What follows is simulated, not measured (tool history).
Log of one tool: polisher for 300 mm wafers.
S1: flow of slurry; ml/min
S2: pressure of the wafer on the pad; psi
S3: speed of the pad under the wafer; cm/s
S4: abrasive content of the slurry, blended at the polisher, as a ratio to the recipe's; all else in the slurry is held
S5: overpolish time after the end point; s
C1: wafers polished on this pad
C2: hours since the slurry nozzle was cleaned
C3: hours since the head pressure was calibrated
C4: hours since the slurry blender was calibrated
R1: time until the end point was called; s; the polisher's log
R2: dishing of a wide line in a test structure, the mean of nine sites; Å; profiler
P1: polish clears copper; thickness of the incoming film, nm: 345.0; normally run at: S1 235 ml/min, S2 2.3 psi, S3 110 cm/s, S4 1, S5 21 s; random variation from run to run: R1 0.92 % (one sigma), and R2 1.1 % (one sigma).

Run 1, hour 11.7: S1 235 ml/min, S2 2.3 psi, S3 110 cm/s, S4 1, S5 21 s; C1 711; C2 168; C3 838.5; C4 177.3. Result: R1 165.39 s, R2 245.8 Å.
Run 2, hour 17.7: S1 175 ml/min, S2 2.3 psi, S3 110 cm/s, S4 1, S5 7 s; C1 762; C2 174; C3 844.5; C4 183.3. Result: R1 168.7 s, R2 99.942 Å.
Run 3, hour 29: S1 235 ml/min, S2 2.3 psi, S3 110 cm/s, S4 1, S5 21 s; C1 857; C2 185.3; C3 855.8; C4 194.6. Result: R1 162.12 s, R2 244.94 Å.
Run 4, hour 41.2: S1 235 ml/min, S2 2.3 psi, S3 110 cm/s, S4 1, S5 21 s; C1 959; C2 197.5; C3 868; C4 206.8. Result: R1 166.44 s, R2 244.98 Å.
Run 5, hour 53.2: S1 235 ml/min, S2 2.3 psi, S3 110 cm/s, S4 0.65, S5 21 s; C1 1060; C2 209.5; C3 880; C4 218.8. Result: R1 178.94 s, R2 231.45 Å.
Run 6, hour 62.9: S1 235 ml/min, S2 2.3 psi, S3 110 cm/s, S4 1, S5 6 s; C1 1142; C2 219.2; C3 889.7; C4 228.5. Result: R1 163.03 s, R2 89.624 Å.
Run 7, hour 76.2: S1 140 ml/min, S2 2.3 psi, S3 110 cm/s, S4 1.4, S5 21 s; C1 1254; C2 232.5; C3 903; C4 241.8. Result: R1 164.11 s, R2 241.01 Å.
Run 8, hour 83.5: S1 235 ml/min, S2 2.3 psi, S3 110 cm/s, S4 1, S5 21 s; C1 1315; C2 239.8; C3 910.3; C4 249.1. Result: R1 165.12 s, R2 244.13 Å.
Run 9, hour 93.2: S1 235 ml/min, S2 2.3 psi, S3 110 cm/s, S4 1, S5 21 s; C1 1396; C2 249.5; C3 920; C4 258.8. Result: R1 165.73 s, R2 244.72 Å.
Run 10, hour 99.6: S1 235 ml/min, S2 2.3 psi, S3 110 cm/s, S4 1.4, S5 21 s; C1 1450; C2 255.9; C3 926.4; C4 265.2. Result: R1 153.3 s, R2 260.31 Å.
Run 11, hour 109: S1 235 ml/min, S2 1.1 psi, S3 110 cm/s, S4 1, S5 21 s; C1 1529; C2 265.3; C3 935.8; C4 274.6. Result: R1 346.84 s, R2 136.69 Å.
Run 12, hour 115.9: S1 330 ml/min, S2 2.3 psi, S3 110 cm/s, S4 0.55, S5 21 s; C1 1587; C2 272.2; C3 942.7; C4 281.5. Result: R1 180.08 s, R2 231.63 Å.
Run 13, hour 126.9: S1 235 ml/min, S2 3.6 psi, S3 110 cm/s, S4 1, S5 21 s; C1 1680; C2 283.2; C3 953.7; C4 292.5. Result: R1 105.53 s, R2 322.52 Å.
Run 14, hour 139.3: S1 235 ml/min, S2 2.3 psi, S3 110 cm/s, S4 1, S5 41 s; C1 1784; C2 295.6; C3 966.1; C4 304.9. Result: R1 163.83 s, R2 351.08 Å.
Run 15, hour 148.6: S1 235 ml/min, S2 2.3 psi, S3 140 cm/s, S4 1, S5 21 s; C1 1862; C2 304.9; C3 975.4; C4 314.2. Result: R1 128.25 s, R2 283.15 Å.
At hour 149.7: slurry blender recalibrated.
Run 16, hour 158.8: S1 345 ml/min, S2 2.3 psi, S3 110 cm/s, S4 1, S5 21 s; C1 1948; C2 315.1; C3 985.6; C4 9.2. Result: R1 159.22 s, R2 246.5 Å.
Run 17, hour 171: S1 235 ml/min, S2 2.3 psi, S3 52 cm/s, S4 1, S5 21 s; C1 2051; C2 327.3; C3 997.8; C4 21.4. Result: R1 347.29 s, R2 139.83 Å.
Run 18, hour 182: S1 140 ml/min, S2 2.3 psi, S3 110 cm/s, S4 1, S5 21 s; C1 2143; C2 338.3; C3 1008.8; C4 32.4. Result: R1 178.32 s, R2 235.86 Å.
Run 19, hour 194.2: S1 235 ml/min, S2 2.3 psi, S3 110 cm/s, S4 1, S5 21 s; C1 2246; C2 350.5; C3 1021; C4 44.6. Result: R1 166.95 s, R2 246.72 Å.
Run 20, hour 201.6: S1 235 ml/min, S2 2.3 psi, S3 110 cm/s, S4 1, S5 21 s; C1 2308; C2 357.9; C3 1028.4; C4 52. Result: R1 164.22 s, R2 239.96 Å.
Run 21, hour 210.2: S1 235 ml/min, S2 2.3 psi, S3 110 cm/s, S4 1, S5 21 s; C1 2380; C2 366.5; C3 1037; C4 60.6. Result: R1 172.07 s, R2 237.45 Å.

Forecast run 22:
At hour 215.7: head pressure recalibrated.
Run 22, hour 220.1: S1 235 ml/min, S2 2.3 psi, S3 110 cm/s, S4 1, S5 21 s; C1 2463; C2 376.4; C3 4.5; C4 70.5. Result: R1 ?, R2 ?.

{"run 22": {"R1": 173.2, "R2": 238.13}}
